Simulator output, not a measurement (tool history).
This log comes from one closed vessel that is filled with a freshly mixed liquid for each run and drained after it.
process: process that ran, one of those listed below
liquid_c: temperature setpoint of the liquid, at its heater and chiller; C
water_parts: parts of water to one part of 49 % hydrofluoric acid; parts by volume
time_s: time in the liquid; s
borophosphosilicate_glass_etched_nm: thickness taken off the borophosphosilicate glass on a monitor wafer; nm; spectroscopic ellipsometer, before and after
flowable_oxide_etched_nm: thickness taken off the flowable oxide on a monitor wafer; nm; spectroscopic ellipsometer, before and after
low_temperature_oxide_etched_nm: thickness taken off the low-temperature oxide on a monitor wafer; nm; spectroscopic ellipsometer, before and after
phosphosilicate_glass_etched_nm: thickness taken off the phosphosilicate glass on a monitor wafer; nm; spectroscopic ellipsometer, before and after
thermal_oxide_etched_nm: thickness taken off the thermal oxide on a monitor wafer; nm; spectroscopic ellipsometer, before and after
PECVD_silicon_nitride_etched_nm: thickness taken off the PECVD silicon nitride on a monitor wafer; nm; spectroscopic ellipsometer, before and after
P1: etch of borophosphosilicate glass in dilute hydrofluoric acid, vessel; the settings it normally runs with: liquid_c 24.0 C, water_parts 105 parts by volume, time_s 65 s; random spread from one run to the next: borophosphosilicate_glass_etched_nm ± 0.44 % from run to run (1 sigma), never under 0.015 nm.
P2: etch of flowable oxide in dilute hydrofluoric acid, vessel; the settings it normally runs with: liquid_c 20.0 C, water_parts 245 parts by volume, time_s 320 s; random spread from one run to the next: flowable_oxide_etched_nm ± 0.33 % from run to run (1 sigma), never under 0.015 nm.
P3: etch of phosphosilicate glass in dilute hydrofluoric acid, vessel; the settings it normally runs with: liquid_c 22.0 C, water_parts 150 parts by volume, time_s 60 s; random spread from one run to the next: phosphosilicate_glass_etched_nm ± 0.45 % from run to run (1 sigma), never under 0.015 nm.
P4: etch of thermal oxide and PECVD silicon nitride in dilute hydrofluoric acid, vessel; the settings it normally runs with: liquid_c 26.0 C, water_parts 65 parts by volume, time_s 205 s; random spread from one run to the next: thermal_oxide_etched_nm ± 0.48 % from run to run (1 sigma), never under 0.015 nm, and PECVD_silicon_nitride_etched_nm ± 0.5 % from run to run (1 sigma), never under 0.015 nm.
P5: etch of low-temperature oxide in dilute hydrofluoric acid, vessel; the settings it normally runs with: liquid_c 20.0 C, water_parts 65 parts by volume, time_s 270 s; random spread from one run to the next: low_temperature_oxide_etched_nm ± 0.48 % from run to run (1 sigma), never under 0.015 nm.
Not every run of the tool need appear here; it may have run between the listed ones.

run,hour,process,liquid_c,water_parts,time_s,borophosphosilicate_glass_etched_nm,flowable_oxide_etched_nm,low_temperature_oxide_etched_nm,phosphosilicate_glass_etched_nm,thermal_oxide_etched_nm,PECVD_silicon_nitride_etched_nm
1,12.8,P1,24.0,105,65,17.4420,,,,,
2,20.7,P2,20.0,45,320,,225.7300,,,,
3,31.5,P2,28.5,245,320,,45.5690,,,,
4,39.1,P5,20.0,65,270,,,52.094,,,
5,54.9,P5,20.0,65,270,,,51.951,,,
6,67.5,P5,28.0,65,270,,,71.929,,,
7,83.0,P1,24.0,180,65,9.3593,,,,,
8,93.9,P1,24.0,105,65,17.4720,,,,,
9,108.7,P1,24.0,105,130,35.2810,,,,,
10,117.0,P3,22.0,150,30,,,,23.392,,
11,128.2,P5,20.0,30,270,,,116.580,,,
12,143.5,P1,17.0,105,35,7.0224,,,,,
13,154.6,P1,24.0,105,65,17.4390,,,,,
14,170.5,P4,26.0,20,205,,,,,53.975,33.1580
15,179.1,P1,24.0,105,65,17.4050,,,,,
16,188.0,P1,24.0,105,65,17.4090,,,,,
17,201.6,P2,20.0,245,320,,33.7040,,,,
18,216.8,P3,29.0,150,60,,,,61.325,,
19,229.0,P4,26.0,65,405,,,,,30.865,20.9170
20,241.3,P4,18.5,65,205,,,,,11.454,6.4214
21,258.1,P1,18.5,35,65,45.2530,,,,,
22,266.5,P1,24.0,105,35,9.4205,,,,,
23,274.5,P1,30.0,105,65,22.1300,,,,,
24,282.7,P1,24.0,105,65,17.3530,,,,,
25,293.6,P2,20.0,245,30,,3.1474,,,,
26,304.6,P3,22.0,150,60,,,,46.232,,
27,313.7,P3,22.0,35,60,,,,229.460,,
28,325.4,P5,20.0,65,510,,,97.509,,,
29,340.0,P3,22.0,150,60,,,,46.988,,
30,354.3,P4,26.0,65,205,,,,,15.637,10.7900
31,367.4,P1,24.0,25,65,80.8530,,,,,
32,378.0,P4,26.0,65,205,,,,,15.722,10.6550
33,392.0,P1,18.0,105,65,13.7130,,,,,
34,408.6,P1,24.0,105,65,17.5290,,,,,
35,417.9,P1,24.0,105,65,18.0320,,,,,
36,429.2,P1,24.0,105,65,18.5130,,,,,
37,441.3,P1,24.0,105,65,18.6250,,,,,
38,455.5,P1,24.0,105,65,18.8460,,,,,
39,471.8,P1,24.0,105,65,18.8540,,,,,
40,484.3,P1,24.0,105,65,18.8990,,,,,

What P1 gives has crept away from where it was. These 2 causes fit the log equally well, each at the size given:
A: hydrofluoric acid flow above the setpoint (%) = 7.36
B: liquid hotter than its thermometer reads (K) = 2.05
The gradual shift began around hour 408.6.

Consider the 4 single-wafer check runs listed below, results given as question marks: which one distinguishes between the causes by giving clearly different results for each?
check 1,496.8,P3,25.5,150,30,,,,?,,
check 2,496.8,P5,23.5,45,270,,,?,,,
check 3,496.8,P4,26.0,20,205,,,,,?,?
check 4,496.8,P2,28.0,115,320,,?,,,,

If the cause were each of the candidates in turn, the checks would give the following:
check,result,if A,if B
check 1,phosphosilicate_glass_etched_nm,29.023,28.825
check 2,low_temperature_oxide_etched_nm,95.518,96.420
check 3,thermal_oxide_etched_nm,58.038,58.724
check 3,PECVD_silicon_nitride_etched_nm,35.8960,38.4990
check 4,flowable_oxide_etched_nm,121.3400,120.7500
Minimum pairwise separation of causes per check, each pair taken at its best-separating result: check 1 0.69 %; check 2 0.94 %; check 3 7 %; check 4 0.48 %
Check 3 distinguishes between the causes, while the remaining checks would return nearly the same result for all of them.

Running check 3 produced the following: thermal_oxide_etched_nm 58.314 nm; PECVD_silicon_nitride_etched_nm 36.0400 nm. Which one of the listed causes fits?

It was cause A: hydrofluoric acid flow above the setpoint (%).

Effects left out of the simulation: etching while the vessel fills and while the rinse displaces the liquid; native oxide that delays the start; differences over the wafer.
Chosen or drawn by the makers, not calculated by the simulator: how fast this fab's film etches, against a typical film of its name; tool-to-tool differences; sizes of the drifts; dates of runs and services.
